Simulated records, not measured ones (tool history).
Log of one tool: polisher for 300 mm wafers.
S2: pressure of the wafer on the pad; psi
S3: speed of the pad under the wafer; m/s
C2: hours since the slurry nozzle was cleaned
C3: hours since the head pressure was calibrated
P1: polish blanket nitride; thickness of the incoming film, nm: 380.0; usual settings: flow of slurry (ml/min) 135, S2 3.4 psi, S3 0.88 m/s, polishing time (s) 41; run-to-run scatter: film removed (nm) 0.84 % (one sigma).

{"run": 1, "day": 0.633, "flow of slurry (ml/min)": 135, "S2": 3.4, "S3": 0.88, "polishing time (s)": 41, "wafers polished on this pad": 888, "C2": 204.7, "C3": 145.3, "film removed (nm)": 60.417}
{"run": 2, "day": 1.225, "flow of slurry (ml/min)": 135, "S2": 3.4, "S3": 0.88, "polishing time (s)": 62, "wafers polished on this pad": 1038, "C2": 218.9, "C3": 159.5, "film removed (nm)": 92.106}
{"run": 3, "day": 1.8, "flow of slurry (ml/min)": 135, "S2": 3.4, "S3": 0.88, "polishing time (s)": 41, "wafers polished on this pad": 1184, "C2": 232.7, "C3": 173.3, "film removed (nm)": 60.038}
{"run": 4, "day": 2.196, "flow of slurry (ml/min)": 135, "S2": 5.3, "S3": 0.88, "polishing time (s)": 41, "wafers polished on this pad": 1284, "C2": 242.2, "C3": 182.8, "film removed (nm)": 95.277}
{"run": 5, "day": 2.767, "flow of slurry (ml/min)": 135, "S2": 3.4, "S3": 0.88, "polishing time (s)": 41, "wafers polished on this pad": 1428, "C2": 255.9, "C3": 196.5, "film removed (nm)": 61.085}
{"run": 6, "day": 3.488, "flow of slurry (ml/min)": 135, "S2": 4.4, "S3": 1.24, "polishing time (s)": 41, "wafers polished on this pad": 1611, "C2": 273.2, "C3": 213.8, "film removed (nm)": 104.24}
{"run": 7, "day": 4.0, "flow of slurry (ml/min)": 80, "S2": 3.4, "S3": 0.88, "polishing time (s)": 41, "wafers polished on this pad": 1740, "C2": 285.5, "C3": 226.1, "film removed (nm)": 54.13}
{"run": 8, "day": 4.496, "flow of slurry (ml/min)": 135, "S2": 2.3, "S3": 0.88, "polishing time (s)": 41, "wafers polished on this pad": 1866, "C2": 297.4, "C3": 238, "film removed (nm)": 41.328}
{"run": 9, "day": 4.954, "flow of slurry (ml/min)": 135, "S2": 3.4, "S3": 0.42, "polishing time (s)": 41, "wafers polished on this pad": 1982, "C2": 308.4, "C3": 249, "film removed (nm)": 33.118}
{"day": 5.646, "done": "worn pad replaced by a new one"}
{"run": 10, "day": 5.671, "flow of slurry (ml/min)": 100, "S2": 3.4, "S3": 0.44, "polishing time (s)": 41, "wafers polished on this pad": 7, "C2": 325.6, "C3": 266.2, "film removed (nm)": 32.77}
{"run": 11, "day": 5.988, "flow of slurry (ml/min)": 135, "S2": 3.4, "S3": 1.34, "polishing time (s)": 41, "wafers polished on this pad": 87, "C2": 333.2, "C3": 273.8, "film removed (nm)": 85.329}
{"run": 12, "day": 6.467, "flow of slurry (ml/min)": 180, "S2": 3.4, "S3": 0.88, "polishing time (s)": 41, "wafers polished on this pad": 208, "C2": 344.7, "C3": 285.3, "film removed (nm)": 63.319}
{"run": 13, "day": 7.146, "flow of slurry (ml/min)": 135, "S2": 2.2, "S3": 1.18, "polishing time (s)": 41, "wafers polished on this pad": 380, "C2": 361, "C3": 301.6, "film removed (nm)": 51.046}
{"run": 14, "day": 7.738, "flow of slurry (ml/min)": 135, "S2": 3.4, "S3": 0.88, "polishing time (s)": 26, "wafers polished on this pad": 530, "C2": 375.2, "C3": 315.8, "film removed (nm)": 39.126}
{"run": 15, "day": 8.108, "flow of slurry (ml/min)": 135, "S2": 3.4, "S3": 0.88, "polishing time (s)": 41, "wafers polished on this pad": 624, "C2": 384.1, "C3": 324.7, "film removed (nm)": 59.637}
{"run": 16, "day": 8.675, "flow of slurry (ml/min)": 135, "S2": 3.4, "S3": 0.88, "polishing time (s)": 41, "wafers polished on this pad": 767, "C2": 397.7, "C3": 338.3, "film removed (nm)": 60.567}
{"run": 17, "day": 9.15, "flow of slurry (ml/min)": 135, "S2": 3.4, "S3": 0.88, "polishing time (s)": 41, "wafers polished on this pad": 887, "C2": 409.1, "C3": 349.7, "film removed (nm)": 59.619}
{"run": 18, "day": 9.612, "flow of slurry (ml/min)": 135, "S2": 3.4, "S3": 0.88, "polishing time (s)": 41, "wafers polished on this pad": 1004, "C2": 420.2, "C3": 360.8, "film removed (nm)": 59.082}
{"run": 19, "day": 10.079, "flow of slurry (ml/min)": 135, "S2": 3.4, "S3": 0.88, "polishing time (s)": 41, "wafers polished on this pad": 1122, "C2": 431.4, "C3": 372, "film removed (nm)": 58.925}
{"day": 10.554, "done": "worn pad replaced by a new one"}
{"run": 20, "day": 10.612, "flow of slurry (ml/min)": 135, "S2": 3.4, "S3": 0.88, "polishing time (s)": 41, "wafers polished on this pad": 15, "C2": 444.2, "C3": 384.8, "film removed (nm)": 56.785}
{"run": 21, "day": 11.129, "flow of slurry (ml/min)": 135, "S2": 3.4, "S3": 0.88, "polishing time (s)": 41, "wafers polished on this pad": 146, "C2": 456.6, "C3": 397.2, "film removed (nm)": 56.518}
{"run": 22, "day": 11.725, "flow of slurry (ml/min)": 135, "S2": 3.4, "S3": 0.88, "polishing time (s)": 41, "wafers polished on this pad": 297, "C2": 470.9, "C3": 411.5, "film removed (nm)": 56.913}
{"run": 23, "day": 12.071, "flow of slurry (ml/min)": 135, "S2": 3.4, "S3": 0.88, "polishing time (s)": 41, "wafers polished on this pad": 384, "C2": 479.2, "C3": 419.8, "film removed (nm)": 56.908}
{"run": 24, "day": 12.633, "flow of slurry (ml/min)": 135, "S2": 3.4, "S3": 0.88, "polishing time (s)": 41, "wafers polished on this pad": 526, "C2": 492.7, "C3": 433.3, "film removed (nm)": 56.64}
{"run": 25, "day": 13.033, "flow of slurry (ml/min)": 135, "S2": 3.4, "S3": 0.88, "polishing time (s)": 41, "wafers polished on this pad": 628, "C2": 502.3, "C3": 442.9, "film removed (nm)": 55.917}
{"run": 26, "day": 13.354, "flow of slurry (ml/min)": 135, "S2": 3.4, "S3": 0.88, "polishing time (s)": 41, "wafers polished on this pad": 709, "C2": 510, "C3": 450.6, "film removed (nm)": 56.633}
{"run": 27, "day": 13.908, "flow of slurry (ml/min)": 135, "S2": 3.4, "S3": 0.88, "polishing time (s)": 41, "wafers polished on this pad": 849, "C2": 523.3, "C3": 463.9, "film removed (nm)": 57.007}

What P1 gives has crept away from where it was. These 2 causes fit the log equally well, each at the size given:
A: head's pressure below its setpoint, % = 7.53
B: slurry flow missing at the pad, % = 29.5
The creep began at about day 8.675.
Why every other cause is out:
removal rate lost through wear of the pad, %: serviced at day 10.554, which brought nothing back

4 check runs are offered, each on 2 wafers whose results are averaged, their results left as question marks. Which one tells the causes apart?
{"run": "check 1", "day": 14.462, "flow of slurry (ml/min)": 135, "S2": 5.2, "S3": 1.32, "polishing time (s)": 41, "film removed (nm)": "?"}
{"run": "check 2", "day": 14.462, "flow of slurry (ml/min)": 135, "S2": 2.3, "S3": 0.88, "polishing time (s)": 41, "film removed (nm)": "?"}
{"run": "check 3", "day": 14.462, "flow of slurry (ml/min)": 80, "S2": 3.4, "S3": 0.88, "polishing time (s)": 61, "film removed (nm)": "?"}
{"run": "check 4", "day": 14.462, "flow of slurry (ml/min)": 135, "S2": 3.4, "S3": 0.44, "polishing time (s)": 41, "film removed (nm)": "?"}

What each check would give under each cause:
check=check_1 result=film_removed_(nm) if_A=119.05 if_B=119.07
check=check_2 result=film_removed_(nm) if_A=38.071 if_B=38.077
check=check_3 result=film_removed_(nm) if_A=73.755 if_B=70.563
check=check_4 result=film_removed_(nm) if_A=32.324 if_B=32.329
How far apart the two closest causes lie, in the result that separates them most: check 1 0.02 %; check 2 0.02 %; check 3 4.43 %; check 4 0.02 %
Only check 3 tells the causes apart: in the others they would give nearly the same result.

Then check 3 was run and gave: film removed (nm) 71.182. Which cause is it?

It is B: slurry flow missing at the pad, %.
